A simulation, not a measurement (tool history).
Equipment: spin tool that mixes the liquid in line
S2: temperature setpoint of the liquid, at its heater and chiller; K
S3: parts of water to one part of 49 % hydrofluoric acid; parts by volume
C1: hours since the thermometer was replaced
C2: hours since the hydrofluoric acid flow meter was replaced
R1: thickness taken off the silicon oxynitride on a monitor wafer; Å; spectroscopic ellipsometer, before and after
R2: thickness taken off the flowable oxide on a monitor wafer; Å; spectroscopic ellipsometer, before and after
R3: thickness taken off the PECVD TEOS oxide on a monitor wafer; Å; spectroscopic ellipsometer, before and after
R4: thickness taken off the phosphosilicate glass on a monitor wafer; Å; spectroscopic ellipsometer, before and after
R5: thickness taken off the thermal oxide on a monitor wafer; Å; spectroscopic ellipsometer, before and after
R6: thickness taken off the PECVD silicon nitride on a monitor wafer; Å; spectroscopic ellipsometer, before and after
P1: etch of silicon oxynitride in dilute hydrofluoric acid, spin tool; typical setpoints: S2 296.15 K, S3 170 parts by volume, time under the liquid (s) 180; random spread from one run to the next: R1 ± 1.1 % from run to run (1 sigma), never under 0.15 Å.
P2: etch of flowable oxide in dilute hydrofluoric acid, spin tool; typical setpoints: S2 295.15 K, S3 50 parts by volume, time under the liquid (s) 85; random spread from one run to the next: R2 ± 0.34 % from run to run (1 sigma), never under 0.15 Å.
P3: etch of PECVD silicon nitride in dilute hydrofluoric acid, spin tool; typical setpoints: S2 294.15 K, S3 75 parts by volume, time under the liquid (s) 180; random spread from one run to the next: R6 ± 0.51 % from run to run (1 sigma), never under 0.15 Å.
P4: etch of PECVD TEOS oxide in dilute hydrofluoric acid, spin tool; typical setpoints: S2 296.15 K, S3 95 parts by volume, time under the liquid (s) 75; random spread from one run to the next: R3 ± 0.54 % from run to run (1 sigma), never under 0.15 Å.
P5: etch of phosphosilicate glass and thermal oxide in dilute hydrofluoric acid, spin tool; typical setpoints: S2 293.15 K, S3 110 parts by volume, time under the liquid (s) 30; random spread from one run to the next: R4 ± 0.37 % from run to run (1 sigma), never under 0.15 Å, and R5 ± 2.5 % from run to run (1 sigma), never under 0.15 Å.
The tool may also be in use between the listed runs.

{"run": 1, "hour": 4.5, "process that ran": "P1", "S2": 296.15, "S3": 170, "time under the liquid (s)": 180, "C1": 301.5, "C2": 275.4, "R1": 22.796}
{"run": 2, "hour": 11.1, "process that ran": "P1", "S2": 290.15, "S3": 170, "time under the liquid (s)": 180, "C1": 308.1, "C2": 282, "R1": 16.991}
{"run": 3, "hour": 14.7, "process that ran": "P2", "S2": 295.15, "S3": 50, "time under the liquid (s)": 85, "C1": 311.7, "C2": 285.6, "R2": 345.66}
{"run": 4, "hour": 18.9, "process that ran": "P4", "S2": 300.15, "S3": 95, "time under the liquid (s)": 75, "C1": 315.9, "C2": 289.8, "R3": 172.28}
{"run": 5, "hour": 25.4, "process that ran": "P5", "S2": 299.15, "S3": 110, "time under the liquid (s)": 30, "C1": 322.4, "C2": 296.3, "R4": 421.28, "R5": 13.84}
{"run": 6, "hour": 31.6, "process that ran": "P3", "S2": 294.15, "S3": 75, "time under the liquid (s)": 300, "C1": 328.6, "C2": 302.5, "R6": 93.809}
{"run": 7, "hour": 38.3, "process that ran": "P3", "S2": 294.15, "S3": 140, "time under the liquid (s)": 180, "C1": 335.3, "C2": 309.2, "R6": 30.617}
{"run": 8, "hour": 44.1, "process that ran": "P1", "S2": 296.15, "S3": 305, "time under the liquid (s)": 180, "C1": 341.1, "C2": 315, "R1": 11.264}
{"run": 9, "hour": 51.0, "process that ran": "P1", "S2": 296.15, "S3": 75, "time under the liquid (s)": 255, "C1": 348, "C2": 321.9, "R1": 78.698}
{"run": 10, "hour": 55.0, "process that ran": "P1", "S2": 296.15, "S3": 170, "time under the liquid (s)": 180, "C1": 352, "C2": 325.9, "R1": 22.313}
{"run": 11, "hour": 58.4, "process that ran": "P2", "S2": 295.15, "S3": 50, "time under the liquid (s)": 15, "C1": 355.4, "C2": 329.3, "R2": 61.056}
{"run": 12, "hour": 61.5, "process that ran": "P2", "S2": 303.65, "S3": 50, "time under the liquid (s)": 85, "C1": 358.5, "C2": 332.4, "R2": 487.56}
{"run": 13, "hour": 68.1, "process that ran": "P1", "S2": 296.15, "S3": 170, "time under the liquid (s)": 180, "C1": 365.1, "C2": 339, "R1": 22.753}
{"run": 14, "hour": 71.3, "process that ran": "P1", "S2": 296.15, "S3": 105, "time under the liquid (s)": 180, "C1": 368.3, "C2": 342.2, "R1": 38.224}
{"run": 15, "hour": 76.2, "process that ran": "P1", "S2": 296.15, "S3": 170, "time under the liquid (s)": 280, "C1": 373.2, "C2": 347.1, "R1": 34.93}
{"run": 16, "hour": 82.7, "process that ran": "P4", "S2": 296.15, "S3": 95, "time under the liquid (s)": 135, "C1": 379.7, "C2": 353.6, "R3": 266.93}
{"run": 17, "hour": 88.7, "process that ran": "P1", "S2": 300.15, "S3": 170, "time under the liquid (s)": 180, "C1": 385.7, "C2": 359.6, "R1": 27.763}
{"run": 18, "hour": 91.8, "process that ran": "P2", "S2": 295.15, "S3": 50, "time under the liquid (s)": 85, "C1": 388.8, "C2": 362.7, "R2": 343.17}
{"run": 19, "hour": 95.7, "process that ran": "P1", "S2": 296.15, "S3": 170, "time under the liquid (s)": 180, "C1": 392.7, "C2": 366.6, "R1": 22.893}
{"run": 20, "hour": 101.4, "process that ran": "P4", "S2": 296.15, "S3": 95, "time under the liquid (s)": 75, "C1": 398.4, "C2": 372.3, "R3": 149.29}
{"run": 21, "hour": 104.6, "process that ran": "P3", "S2": 294.15, "S3": 75, "time under the liquid (s)": 180, "C1": 401.6, "C2": 375.5, "R6": 56.472}
{"run": 22, "hour": 107.6, "process that ran": "P1", "S2": 296.15, "S3": 170, "time under the liquid (s)": 180, "C1": 404.6, "C2": 378.5, "R1": 22.591}
{"run": 23, "hour": 113.2, "process that ran": "P4", "S2": 296.15, "S3": 160, "time under the liquid (s)": 75, "C1": 410.2, "C2": 384.1, "R3": 82.435}
{"run": 24, "hour": 119.2, "process that ran": "P1", "S2": 296.15, "S3": 260, "time under the liquid (s)": 90, "C1": 416.2, "C2": 390.1, "R1": 7.0292}
{"run": 25, "hour": 122.2, "process that ran": "P1", "S2": 296.15, "S3": 170, "time under the liquid (s)": 80, "C1": 419.2, "C2": 393.1, "R1": 10.215}
{"run": 26, "hour": 129.1, "process that ran": "P2", "S2": 295.15, "S3": 30, "time under the liquid (s)": 85, "C1": 426.1, "C2": 400, "R2": 590.97}
{"run": 27, "hour": 133.5, "process that ran": "P5", "S2": 293.15, "S3": 110, "time under the liquid (s)": 45, "C1": 430.5, "C2": 404.4, "R4": 494.22, "R5": 16.665}
{"run": 28, "hour": 138.4, "process that ran": "P3", "S2": 290.15, "S3": 75, "time under the liquid (s)": 180, "C1": 435.4, "C2": 409.3, "R6": 42.856}
{"run": 29, "hour": 144.2, "process that ran": "P5", "S2": 293.15, "S3": 110, "time under the liquid (s)": 30, "C1": 441.2, "C2": 415.1, "R4": 331.19, "R5": 11.472}
{"run": 30, "hour": 150.4, "process that ran": "P5", "S2": 293.15, "S3": 25, "time under the liquid (s)": 30, "C1": 447.4, "C2": 421.3, "R4": 1617.4, "R5": 56.527}
{"run": 31, "hour": 154.4, "process that ran": "P1", "S2": 296.15, "S3": 170, "time under the liquid (s)": 180, "C1": 451.4, "C2": 425.3, "R1": 22.647}
{"run": 32, "hour": 158.0, "process that ran": "P1", "S2": 296.15, "S3": 170, "time under the liquid (s)": 180, "C1": 455, "C2": 428.9, "R1": 21.761}
{"run": 33, "hour": 162.0, "process that ran": "P1", "S2": 296.15, "S3": 170, "time under the liquid (s)": 180, "C1": 459, "C2": 432.9, "R1": 21.171}
{"run": 34, "hour": 167.0, "process that ran": "P1", "S2": 296.15, "S3": 170, "time under the liquid (s)": 180, "C1": 464, "C2": 437.9, "R1": 21.21}
{"run": 35, "hour": 170.1, "process that ran": "P1", "S2": 296.15, "S3": 170, "time under the liquid (s)": 180, "C1": 467.1, "C2": 441, "R1": 20.753}
{"run": 36, "hour": 173.5, "process that ran": "P1", "S2": 296.15, "S3": 170, "time under the liquid (s)": 180, "C1": 470.5, "C2": 444.4, "R1": 20.679}
{"run": 37, "hour": 179.0, "process that ran": "P1", "S2": 296.15, "S3": 170, "time under the liquid (s)": 180, "C1": 476, "C2": 449.9, "R1": 20.724}
{"run": 38, "hour": 184.3, "process that ran": "P1", "S2": 296.15, "S3": 170, "time under the liquid (s)": 180, "C1": 481.3, "C2": 455.2, "R1": 20.277}
{"run": 39, "hour": 190.2, "process that ran": "P1", "S2": 296.15, "S3": 170, "time under the liquid (s)": 180, "C1": 487.2, "C2": 461.1, "R1": 20.717}

P1 has crept away from where it was. The log is fitted equally well by each of these 2 causes, at the sizes shown:
A: liquid colder than its thermometer reads (K) = 2.08
B: hydrofluoric acid flow below the setpoint (%) = 8.14
At approximately hour 154.4, the process output began to creep.

Listed below are the offered check runs, one wafer per run, with question marks in place of results. For which of them would the causes give clearly different outcomes?
{"run": "check 1", "hour": 196.1, "process that ran": "P5", "S2": 293.15, "S3": 80, "time under the liquid (s)": 30, "R4": "?", "R5": "?"}
{"run": "check 2", "hour": 196.1, "process that ran": "P4", "S2": 296.15, "S3": 95, "time under the liquid (s)": 130, "R3": "?"}
{"run": "check 3", "hour": 196.1, "process that ran": "P2", "S2": 302.15, "S3": 50, "time under the liquid (s)": 50, "R2": "?"}
{"run": "check 4", "hour": 196.1, "process that ran": "P3", "S2": 294.15, "S3": 110, "time under the liquid (s)": 180, "R6": "?"}

What every check run would give for each of its results, assuming each possible cause in turn:
check=check_1 result=R4 if_A=431.6 if_B=429.15
check=check_1 result=R5 if_A=14.497 if_B=14.415
check=check_2 result=R3 if_A=236.67 if_B=234.13
check=check_3 result=R2 if_A=248.81 if_B=246.69
check=check_4 result=R6 if_A=33.71 if_B=35.723
Per-check spread between the two closest causes, in the result where they differ most: check 1 0.57 %; check 2 1.08 %; check 3 0.86 %; check 4 5.8 %
Only in check 4 would the causes give clearly different results; in the remaining checks their results would be nearly the same.

Check 4 was carried out, with these results: R6 33.937 Å. Which of the listed causes is responsible?

A is the cause: liquid colder than its thermometer reads (K).

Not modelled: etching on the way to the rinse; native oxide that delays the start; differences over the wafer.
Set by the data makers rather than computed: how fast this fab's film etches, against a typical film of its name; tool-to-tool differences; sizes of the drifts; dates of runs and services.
